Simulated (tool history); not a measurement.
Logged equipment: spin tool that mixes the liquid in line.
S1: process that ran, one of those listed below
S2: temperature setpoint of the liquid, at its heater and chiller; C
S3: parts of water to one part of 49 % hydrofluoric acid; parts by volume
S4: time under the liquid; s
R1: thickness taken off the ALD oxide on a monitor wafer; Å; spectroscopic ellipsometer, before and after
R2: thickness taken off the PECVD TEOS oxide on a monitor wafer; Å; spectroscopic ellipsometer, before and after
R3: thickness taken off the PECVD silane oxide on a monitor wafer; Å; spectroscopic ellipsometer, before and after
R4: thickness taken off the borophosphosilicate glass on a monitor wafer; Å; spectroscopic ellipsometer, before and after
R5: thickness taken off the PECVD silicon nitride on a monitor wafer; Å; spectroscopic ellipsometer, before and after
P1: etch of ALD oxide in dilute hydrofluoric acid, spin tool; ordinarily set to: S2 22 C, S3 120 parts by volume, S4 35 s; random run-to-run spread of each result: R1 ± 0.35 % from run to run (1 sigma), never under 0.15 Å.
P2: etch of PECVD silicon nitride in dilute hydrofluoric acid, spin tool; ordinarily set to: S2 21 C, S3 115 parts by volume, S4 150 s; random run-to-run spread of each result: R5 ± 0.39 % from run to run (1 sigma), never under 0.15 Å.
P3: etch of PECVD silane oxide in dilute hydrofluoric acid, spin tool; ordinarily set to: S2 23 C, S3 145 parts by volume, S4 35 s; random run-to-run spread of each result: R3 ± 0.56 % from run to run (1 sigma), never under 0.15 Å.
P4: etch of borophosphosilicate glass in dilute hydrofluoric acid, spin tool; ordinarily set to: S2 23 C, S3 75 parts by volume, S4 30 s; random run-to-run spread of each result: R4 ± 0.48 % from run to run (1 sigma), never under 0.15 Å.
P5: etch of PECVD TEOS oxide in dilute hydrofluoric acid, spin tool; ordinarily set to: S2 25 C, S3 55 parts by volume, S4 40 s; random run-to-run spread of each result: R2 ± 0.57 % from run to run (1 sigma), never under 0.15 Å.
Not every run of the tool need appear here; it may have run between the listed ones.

run   hour  S1    S2   S3   S4      R1      R2      R3      R4      R5
  1    8.7  P1    22  120   35  67.527
  2   19.6  P1    22  120   55  106.63
  3   26.9  P1    22  120   35  67.773
  4   35.7  P1    22  120   35   67.42
  5     48  P1    22  120   35  67.744
  6   55.5  P5    25   55   40          123.31
  7   63.2  P3    23  145   15                  23.027
  8   73.5  P4    23   75   50                          269.44
  9     80  P4    23   75   30                          161.32
 10   90.6  P2    21  115  150                                  61.972
 11   99.8  P2    21  115  265                                  110.02
 12  110.5  P1    22  120   35   67.32
 13    121  P1    22  120   15  29.021
 14  127.9  P1    22  165   35   46.88
 15  139.6  P3    23   85   35                  97.905
     149.5  -- hydrofluoric acid flow meter replaced
 16  151.5  P5    32   55   40          160.69
 17  159.6  P5    25   20   40          350.46
 18  166.6  P5    25   55   65          199.23
 19  172.9  P3    23  145   35                  53.459
 20    186  P1    22   65   35  132.66
 21    195  P1    22  120   35  67.382
 22  203.5  P4    23   40   30                          316.46
 23  214.6  P1    17  170   35   36.99
 24  225.1  P2  27.5  115  150                                  93.744
 25    233  P3    23  145   35                  54.029
 26    240  P1    17  120   35  54.816
 27  247.9  P4    23   75   30                          159.69
 28  256.9  P1    22  120   35  66.982
 29  267.8  P4    17   75   30                          124.93
 30  275.6  P2    21  210  150                                  34.309
 31  287.9  P1    26  120   35  78.813
 32  294.1  P2    21  115  150                                  61.772
 33  301.7  P3    31  145   35                  71.574
 34  314.6  P1    22  120   35  67.796
 35  326.4  P1    22  120   35  65.828
 36  334.1  P1    22  120   35  64.612
 37    345  P1    22  120   35  64.462
 38  356.6  P1    22  120   35  64.345
 39  365.9  P1    22  120   35  63.502
 40  372.5  P1    22  120   35  63.347
 41  385.2  P1    22  120   35   63.73
 42  393.9  P1    22  120   35  63.942
 43  406.9  P1    22  120   35  63.279

The log shows P1 creeping away from where it was. Any of the 2 causes listed here, at the size stated for it, fits the log just as well as the others:
A: liquid colder than its thermometer reads (K) = 1.56
B: hydrofluoric acid flow below the setpoint (%) = 5.34
Onset of the creep was near hour 314.6.

Of the 4 check runs listed below, each run on one wafer and each result written as a question mark, which would let you distinguish the listed causes because they would give clearly different results?
check 1  419.9  P5  25   55   40       ?
check 2  419.9  P2  21  115  150                   ?
check 3  419.9  P4  23   75   30               ?
check 4  419.9  P3  23  145   35           ?

Expected result of each check under each candidate cause:
  check  result    if A    if B
check 1      R2  114.67  115.22
check 2      R5  55.743  58.699
check 3      R4  151.19  151.76
check 4      R3  50.635  50.477
Separation of the two closest causes in each check, using whichever result separates them best: check 1 0.48 %; check 2 5.17 %; check 3 0.38 %; check 4 0.31 %
Check 2 distinguishes between the causes, while the remaining checks would return nearly the same result for all of them.

Here is what check 2 returned: R5 56.023 Å. Which cause is it?

Of the candidate causes, it is A: liquid colder than its thermometer reads (K).
